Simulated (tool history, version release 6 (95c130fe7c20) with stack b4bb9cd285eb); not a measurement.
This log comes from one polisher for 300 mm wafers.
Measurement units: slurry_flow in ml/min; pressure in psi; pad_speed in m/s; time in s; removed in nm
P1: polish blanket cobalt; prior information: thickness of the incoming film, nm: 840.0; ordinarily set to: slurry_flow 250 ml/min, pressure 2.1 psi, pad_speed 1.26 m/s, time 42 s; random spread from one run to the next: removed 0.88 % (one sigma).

run   hour  slurry_flow  pressure  pad_speed  time  removed
  1    7.1          250       2.1       1.26    42   321.14
  2   14.7          250       2.1       1.80    42   460.56
  3   21.7          250       3.2       1.26    42   485.53
  4   27.3          250       2.1       1.26    54   414.01
  5   34.2          250       2.1       1.26    42   325.74
  6   42.0          250       2.1       1.26    23   176.58
  7   45.8          150       2.1       1.26    42   305.25
  8   52.2          250       1.0       1.26    42   154.26
  9   58.5          250       2.1       1.26    42   321.49
 10   63.7          250       2.1       1.26    42   323.61
 11   69.2          250       2.1       1.26    42   329.14
 12   76.8          250       2.1       0.90    42   232.62
 13   84.4          325       2.1       0.58    42   155.02
      90.2  -- worn pad replaced by a new one
 14   90.2          335       2.1       1.26    42   336.74
      94.0  -- head pressure recalibrated
 15   94.9          250       2.1       1.26    42   328.49
 16  102.3          250       2.1       1.26    42   323.68
 17  110.2          250       2.1       1.26    42   329.59
 18  114.9          250       2.1       1.26    42   318.85
 19  122.3          250       2.1       1.26    42   314.66
 20  128.4          250       2.1       1.26    42   311.35
 21  135.1          250       2.1       1.26    42   310.66
 22  138.8          250       2.1       1.26    42   307.47
 23  146.0          250       2.1       1.26    42   306.60
     151.6  -- worn pad replaced by a new one
 24  153.4          250       2.1       1.26    42   304.77
 25  159.4          250       2.1       1.26    42   308.57
 26  164.1          250       2.1       1.26    42   300.11
 27  168.4          250       2.1       1.26    42   307.42

What P1 gives has crept off from where it sat before. The 2 causes that follow fit the log equally well, each at the size noted:
A: slurry flow missing at the pad, % = 35.1
B: head's pressure below its setpoint, % = 5.57
The process output started creeping at around hour 110.2.
Each remaining cause and why it is not a fit:
removal rate lost through wear of the pad, %: maintenance at hour 151.6, after the shift began, did not return the process to its former output

4 check runs are offered, each on 5 wafers whose results are averaged, their results left as question marks. Which one tells the causes apart?
check 1  172.7          250       2.6       1.26    42        ?
check 2  172.7          250       2.1       1.64    42        ?
check 3  172.7          160       2.1       1.26    42        ?
check 4  172.7          250       1.0       1.54    42        ?

What each check would give under each cause:
  check   result    if A    if B
check 1  removed  379.32  379.29
check 2  removed  398.77  398.74
check 3  removed  280.35  288.65
check 4  removed  178.31  178.30
Separation of the two closest causes in each check, using whichever result separates them best: check 1 0.01 %; check 2 0.01 %; check 3 2.92 %; check 4 0.01 %
Of the check runs offered, only check 3 discriminates between the causes; the rest would read about the same regardless of which cause applies.

Check 3 has now been run. It gave: removed 288.21 nm. Which of the candidate causes is it?

It was cause B: head's pressure below its setpoint, %.
